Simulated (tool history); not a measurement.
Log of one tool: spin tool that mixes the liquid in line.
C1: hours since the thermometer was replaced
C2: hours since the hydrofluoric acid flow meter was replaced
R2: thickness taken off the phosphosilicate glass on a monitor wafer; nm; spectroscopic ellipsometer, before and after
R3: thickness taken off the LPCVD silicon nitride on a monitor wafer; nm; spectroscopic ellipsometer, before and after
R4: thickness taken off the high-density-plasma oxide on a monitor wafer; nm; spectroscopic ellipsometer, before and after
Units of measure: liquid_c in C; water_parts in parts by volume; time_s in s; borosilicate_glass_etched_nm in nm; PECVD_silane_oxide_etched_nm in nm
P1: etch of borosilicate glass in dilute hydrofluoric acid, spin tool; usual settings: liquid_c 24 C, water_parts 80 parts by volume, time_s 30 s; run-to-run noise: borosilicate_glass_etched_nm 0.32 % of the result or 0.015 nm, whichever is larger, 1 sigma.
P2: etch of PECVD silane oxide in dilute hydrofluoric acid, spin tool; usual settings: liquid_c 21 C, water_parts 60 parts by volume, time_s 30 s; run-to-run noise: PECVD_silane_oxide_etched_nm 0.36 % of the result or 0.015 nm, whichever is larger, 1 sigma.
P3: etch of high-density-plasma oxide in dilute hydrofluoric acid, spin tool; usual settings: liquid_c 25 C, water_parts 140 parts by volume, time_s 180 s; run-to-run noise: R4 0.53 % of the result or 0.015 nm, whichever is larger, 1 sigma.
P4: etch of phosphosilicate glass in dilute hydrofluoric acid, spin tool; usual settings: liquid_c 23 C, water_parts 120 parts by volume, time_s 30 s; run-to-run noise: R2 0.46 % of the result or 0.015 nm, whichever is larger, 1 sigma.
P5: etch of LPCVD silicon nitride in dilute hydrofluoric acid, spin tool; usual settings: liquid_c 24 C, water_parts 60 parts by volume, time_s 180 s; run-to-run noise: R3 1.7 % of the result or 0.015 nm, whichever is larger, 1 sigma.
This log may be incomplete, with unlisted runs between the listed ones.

{"run": 1, "day": 0.354, "process": "P1", "liquid_c": 24, "water_parts": 80, "time_s": 30, "C1": 987.7, "C2": 241.5, "borosilicate_glass_etched_nm": 21.77}
{"run": 2, "day": 0.733, "process": "P1", "liquid_c": 24, "water_parts": 80, "time_s": 45, "C1": 996.8, "C2": 250.6, "borosilicate_glass_etched_nm": 32.379}
{"run": 3, "day": 1.0, "process": "P1", "liquid_c": 24, "water_parts": 80, "time_s": 30, "C1": 1003.2, "C2": 257, "borosilicate_glass_etched_nm": 21.856}
{"run": 4, "day": 1.529, "process": "P4", "liquid_c": 30, "water_parts": 120, "time_s": 30, "C1": 1015.9, "C2": 269.7, "R2": 34.81}
{"run": 5, "day": 2.104, "process": "P1", "liquid_c": 24, "water_parts": 80, "time_s": 30, "C1": 1029.7, "C2": 283.5, "borosilicate_glass_etched_nm": 21.829}
{"run": 6, "day": 2.562, "process": "P5", "liquid_c": 24, "water_parts": 60, "time_s": 15, "C1": 1040.7, "C2": 294.5, "R3": 0.11536}
{"run": 7, "day": 3.154, "process": "P5", "liquid_c": 18, "water_parts": 60, "time_s": 180, "C1": 1054.9, "C2": 308.7, "R3": 1.0283}
{"run": 8, "day": 3.667, "process": "P1", "liquid_c": 24, "water_parts": 135, "time_s": 30, "C1": 1067.2, "C2": 321, "borosilicate_glass_etched_nm": 12.082}
{"run": 9, "day": 4.138, "process": "P4", "liquid_c": 23, "water_parts": 120, "time_s": 15, "C1": 1078.5, "C2": 332.3, "R2": 13.448}
{"run": 10, "day": 4.421, "process": "P3", "liquid_c": 25, "water_parts": 55, "time_s": 180, "C1": 1085.3, "C2": 339.1, "R4": 23.562}
{"run": 11, "day": 4.979, "process": "P1", "liquid_c": 24, "water_parts": 20, "time_s": 30, "C1": 1098.7, "C2": 352.5, "borosilicate_glass_etched_nm": 94.557}
{"day": 5.175, "done": "hydrofluoric acid flow meter replaced"}
{"run": 12, "day": 5.567, "process": "P4", "liquid_c": 23, "water_parts": 120, "time_s": 30, "C1": 1112.8, "C2": 9.5, "R2": 26.704}
{"run": 13, "day": 6.046, "process": "P1", "liquid_c": 24, "water_parts": 80, "time_s": 15, "C1": 1124.3, "C2": 21, "borosilicate_glass_etched_nm": 10.883}
{"run": 14, "day": 6.533, "process": "P4", "liquid_c": 23, "water_parts": 120, "time_s": 30, "C1": 1136, "C2": 32.7, "R2": 26.627}
{"run": 15, "day": 6.888, "process": "P2", "liquid_c": 21, "water_parts": 20, "time_s": 30, "C1": 1144.5, "C2": 41.2, "PECVD_silane_oxide_etched_nm": 24.603}
{"run": 16, "day": 7.446, "process": "P3", "liquid_c": 25, "water_parts": 140, "time_s": 180, "C1": 1157.9, "C2": 54.6, "R4": 8.2949}
{"run": 17, "day": 7.871, "process": "P3", "liquid_c": 25, "water_parts": 140, "time_s": 180, "C1": 1168.1, "C2": 64.8, "R4": 8.302}
{"day": 7.921, "done": "thermometer replaced"}
{"run": 18, "day": 8.283, "process": "P1", "liquid_c": 17.5, "water_parts": 80, "time_s": 30, "C1": 8.7, "C2": 74.7, "borosilicate_glass_etched_nm": 16.631}
{"run": 19, "day": 8.571, "process": "P5", "liquid_c": 24, "water_parts": 90, "time_s": 180, "C1": 15.6, "C2": 81.6, "R3": 1.0655}
{"run": 20, "day": 8.904, "process": "P2", "liquid_c": 21, "water_parts": 60, "time_s": 30, "C1": 23.6, "C2": 89.6, "PECVD_silane_oxide_etched_nm": 7.7792}
{"run": 21, "day": 9.192, "process": "P4", "liquid_c": 23, "water_parts": 50, "time_s": 30, "C1": 30.5, "C2": 96.5, "R2": 68.926}
{"run": 22, "day": 9.533, "process": "P2", "liquid_c": 21, "water_parts": 60, "time_s": 30, "C1": 38.7, "C2": 104.7, "PECVD_silane_oxide_etched_nm": 7.8369}
{"run": 23, "day": 9.929, "process": "P3", "liquid_c": 18.5, "water_parts": 140, "time_s": 180, "C1": 48.2, "C2": 114.2, "R4": 6.3578}
{"run": 24, "day": 10.354, "process": "P1", "liquid_c": 24, "water_parts": 80, "time_s": 30, "C1": 58.4, "C2": 124.4, "borosilicate_glass_etched_nm": 21.789}
{"run": 25, "day": 10.933, "process": "P5", "liquid_c": 24, "water_parts": 60, "time_s": 180, "C1": 72.3, "C2": 138.3, "R3": 1.5321}
{"run": 26, "day": 11.225, "process": "P1", "liquid_c": 17, "water_parts": 80, "time_s": 15, "C1": 79.3, "C2": 145.3, "borosilicate_glass_etched_nm": 8.0881}
{"run": 27, "day": 11.612, "process": "P1", "liquid_c": 17, "water_parts": 105, "time_s": 30, "C1": 88.6, "C2": 154.6, "borosilicate_glass_etched_nm": 12.119}
{"run": 28, "day": 12.083, "process": "P1", "liquid_c": 24, "water_parts": 80, "time_s": 30, "C1": 99.9, "C2": 165.9, "borosilicate_glass_etched_nm": 21.742}
{"run": 29, "day": 12.467, "process": "P1", "liquid_c": 24, "water_parts": 80, "time_s": 30, "C1": 109.1, "C2": 175.1, "borosilicate_glass_etched_nm": 21.762}
{"run": 30, "day": 13.058, "process": "P2", "liquid_c": 25.5, "water_parts": 60, "time_s": 30, "C1": 123.3, "C2": 189.3, "PECVD_silane_oxide_etched_nm": 9.3432}
{"run": 31, "day": 13.571, "process": "P1", "liquid_c": 29, "water_parts": 80, "time_s": 30, "C1": 135.6, "C2": 201.6, "borosilicate_glass_etched_nm": 26.474}
{"run": 32, "day": 13.921, "process": "P2", "liquid_c": 21, "water_parts": 60, "time_s": 15, "C1": 144, "C2": 210, "PECVD_silane_oxide_etched_nm": 3.9426}
{"run": 33, "day": 14.467, "process": "P1", "liquid_c": 24, "water_parts": 80, "time_s": 30, "C1": 157.1, "C2": 223.1, "borosilicate_glass_etched_nm": 21.823}
{"run": 34, "day": 14.8, "process": "P5", "liquid_c": 24, "water_parts": 60, "time_s": 180, "C1": 165.1, "C2": 231.1, "R3": 1.536}
{"run": 35, "day": 15.292, "process": "P3", "liquid_c": 25, "water_parts": 140, "time_s": 50, "C1": 176.9, "C2": 242.9, "R4": 2.2891}
{"run": 36, "day": 15.654, "process": "P1", "liquid_c": 29, "water_parts": 25, "time_s": 30, "C1": 185.6, "C2": 251.6, "borosilicate_glass_etched_nm": 91.943}
{"run": 37, "day": 16.083, "process": "P1", "liquid_c": 24, "water_parts": 80, "time_s": 30, "C1": 195.9, "C2": 261.9, "borosilicate_glass_etched_nm": 21.81}
{"run": 38, "day": 16.658, "process": "P1", "liquid_c": 24, "water_parts": 80, "time_s": 30, "C1": 209.7, "C2": 275.7, "borosilicate_glass_etched_nm": 22.697}
{"run": 39, "day": 17.238, "process": "P1", "liquid_c": 24, "water_parts": 80, "time_s": 30, "C1": 223.6, "C2": 289.6, "borosilicate_glass_etched_nm": 23.184}
{"run": 40, "day": 17.708, "process": "P1", "liquid_c": 24, "water_parts": 80, "time_s": 30, "C1": 234.9, "C2": 300.9, "borosilicate_glass_etched_nm": 23.222}
{"run": 41, "day": 18.083, "process": "P1", "liquid_c": 24, "water_parts": 80, "time_s": 30, "C1": 243.9, "C2": 309.9, "borosilicate_glass_etched_nm": 23.313}
{"run": 42, "day": 18.662, "process": "P1", "liquid_c": 24, "water_parts": 80, "time_s": 30, "C1": 257.8, "C2": 323.8, "borosilicate_glass_etched_nm": 23.491}
{"run": 43, "day": 18.971, "process": "P1", "liquid_c": 24, "water_parts": 80, "time_s": 30, "C1": 265.2, "C2": 331.2, "borosilicate_glass_etched_nm": 23.485}
{"run": 44, "day": 19.471, "process": "P1", "liquid_c": 24, "water_parts": 80, "time_s": 30, "C1": 277.2, "C2": 343.2, "borosilicate_glass_etched_nm": 23.515}

What P1 gives has crept off from where it sat before. The 2 causes that follow fit the log equally well, each at the size noted:
A: liquid hotter than its thermometer reads (K) = 1.94
B: hydrofluoric acid flow above the setpoint (%) = 7.28
Onset of the creep was near day 16.083.

Consider the 4 check runs below, whose results appear as question marks and each of which averages 5 wafers. Which one distinguishes the causes, in that each cause would give it a clearly different result?
{"run": "check 1", "day": 19.971, "process": "P5", "liquid_c": 19, "water_parts": 60, "time_s": 180, "R3": "?"}
{"run": "check 2", "day": 19.971, "process": "P4", "liquid_c": 23, "water_parts": 65, "time_s": 15, "R2": "?"}
{"run": "check 3", "day": 19.971, "process": "P2", "liquid_c": 24, "water_parts": 60, "time_s": 15, "PECVD_silane_oxide_etched_nm": "?"}
{"run": "check 4", "day": 19.971, "process": "P3", "liquid_c": 25, "water_parts": 80, "time_s": 180, "R4": "?"}

How each check would come out, cause by cause:
check=check_1 result=R3 if_A=1.2784 if_B=1.1969
check=check_2 result=R2 if_A=28.49 if_B=28.403
check=check_3 result=PECVD_silane_oxide_etched_nm if_A=4.7921 if_B=4.7778
check=check_4 result=R4 if_A=16.863 if_B=16.875
How far apart the two closest causes lie, in the result that separates them most: check 1 6.59 %; check 2 0.31 %; check 3 0.3 %; check 4 0.07 %
Of the check runs offered, only check 1 discriminates between the causes; the rest would read about the same regardless of which cause applies.

Check 1 was carried out, with these results: R3 1.2742 nm. Which of the listed causes is responsible?

The cause is A: liquid hotter than its thermometer reads (K).

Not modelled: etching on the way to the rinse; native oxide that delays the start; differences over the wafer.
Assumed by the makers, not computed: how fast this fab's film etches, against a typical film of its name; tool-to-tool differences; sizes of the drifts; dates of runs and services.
